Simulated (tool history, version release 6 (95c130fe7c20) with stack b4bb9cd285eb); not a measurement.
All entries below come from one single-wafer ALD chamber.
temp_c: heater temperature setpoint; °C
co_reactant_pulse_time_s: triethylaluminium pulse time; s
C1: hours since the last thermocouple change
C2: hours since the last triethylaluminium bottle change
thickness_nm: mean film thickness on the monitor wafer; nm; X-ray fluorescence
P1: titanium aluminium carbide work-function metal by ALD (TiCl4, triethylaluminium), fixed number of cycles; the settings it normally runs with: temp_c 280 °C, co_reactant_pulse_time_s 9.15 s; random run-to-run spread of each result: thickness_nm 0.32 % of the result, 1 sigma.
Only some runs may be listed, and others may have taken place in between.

Run 1, hour 4.2: temp_c 280 °C, co_reactant_pulse_time_s 9.15 s; C1 565.5; C2 1182.6. Result: thickness_nm 1.801 nm.
Run 2, hour 8.2: temp_c 280 °C, co_reactant_pulse_time_s 9.15 s; C1 569.5; C2 1186.6. Result: thickness_nm 1.797 nm.
At hour 10.2: triethylaluminium bottle replaced.
Run 3, hour 13.6: temp_c 259 °C, co_reactant_pulse_time_s 9.15 s; C1 574.9; C2 3.4. Result: thickness_nm 1.6192 nm.
Run 4, hour 17.6: temp_c 280 °C, co_reactant_pulse_time_s 9.15 s; C1 578.9; C2 7.4. Result: thickness_nm 1.8022 nm.
Run 5, hour 24.9: temp_c 280 °C, co_reactant_pulse_time_s 9.15 s; C1 586.2; C2 14.7. Result: thickness_nm 1.7949 nm.
Run 6, hour 32.6: temp_c 280 °C, co_reactant_pulse_time_s 9.15 s; C1 593.9; C2 22.4. Result: thickness_nm 1.8028 nm.
Run 7, hour 37.8: temp_c 280 °C, co_reactant_pulse_time_s 3.4 s; C1 599.1; C2 27.6. Result: thickness_nm 1.2988 nm.
Run 8, hour 43.2: temp_c 280 °C, co_reactant_pulse_time_s 13.01 s; C1 604.5; C2 33. Result: thickness_nm 1.8616 nm.
Run 9, hour 49.1: temp_c 304 °C, co_reactant_pulse_time_s 9.15 s; C1 610.4; C2 38.9. Result: thickness_nm 1.9965 nm.
Run 10, hour 55: temp_c 290 °C, co_reactant_pulse_time_s 6.19 s; C1 616.3; C2 44.8. Result: thickness_nm 1.7305 nm.
At hour 57.2: thermocouple changed; heater temperature recalibrated.
Run 11, hour 59: temp_c 280 °C, co_reactant_pulse_time_s 9.15 s; C1 1.9; C2 48.8. Result: thickness_nm 1.8024 nm.
Run 12, hour 62.8: temp_c 280 °C, co_reactant_pulse_time_s 9.15 s; C1 5.7; C2 52.6. Result: thickness_nm 1.8108 nm.
Run 13, hour 67.6: temp_c 280 °C, co_reactant_pulse_time_s 9.15 s; C1 10.5; C2 57.4. Result: thickness_nm 1.7883 nm.
Run 14, hour 71.4: temp_c 280 °C, co_reactant_pulse_time_s 9.15 s; C1 14.3; C2 61.2. Result: thickness_nm 1.7941 nm.
Run 15, hour 75: temp_c 280 °C, co_reactant_pulse_time_s 9.15 s; C1 17.9; C2 64.8. Result: thickness_nm 1.7785 nm.
Run 16, hour 81.4: temp_c 280 °C, co_reactant_pulse_time_s 9.15 s; C1 24.3; C2 71.2. Result: thickness_nm 1.7678 nm.
Run 17, hour 85.8: temp_c 280 °C, co_reactant_pulse_time_s 9.15 s; C1 28.7; C2 75.6. Result: thickness_nm 1.774 nm.
Run 18, hour 93.3: temp_c 280 °C, co_reactant_pulse_time_s 9.15 s; C1 36.2; C2 83.1. Result: thickness_nm 1.7575 nm.
Run 19, hour 96.7: temp_c 280 °C, co_reactant_pulse_time_s 9.15 s; C1 39.6; C2 86.5. Result: thickness_nm 1.763 nm.
Run 20, hour 100.9: temp_c 280 °C, co_reactant_pulse_time_s 9.15 s; C1 43.8; C2 90.7. Result: thickness_nm 1.757 nm.

Run 21 has not been measured yet. What should we expect?
Run 21, hour 104.3: temp_c 280 °C, co_reactant_pulse_time_s 9.15 s; C1 47.2; C2 94.1. Result: thickness_nm ?.

Run 21 measured thickness_nm 1.7568 nm.

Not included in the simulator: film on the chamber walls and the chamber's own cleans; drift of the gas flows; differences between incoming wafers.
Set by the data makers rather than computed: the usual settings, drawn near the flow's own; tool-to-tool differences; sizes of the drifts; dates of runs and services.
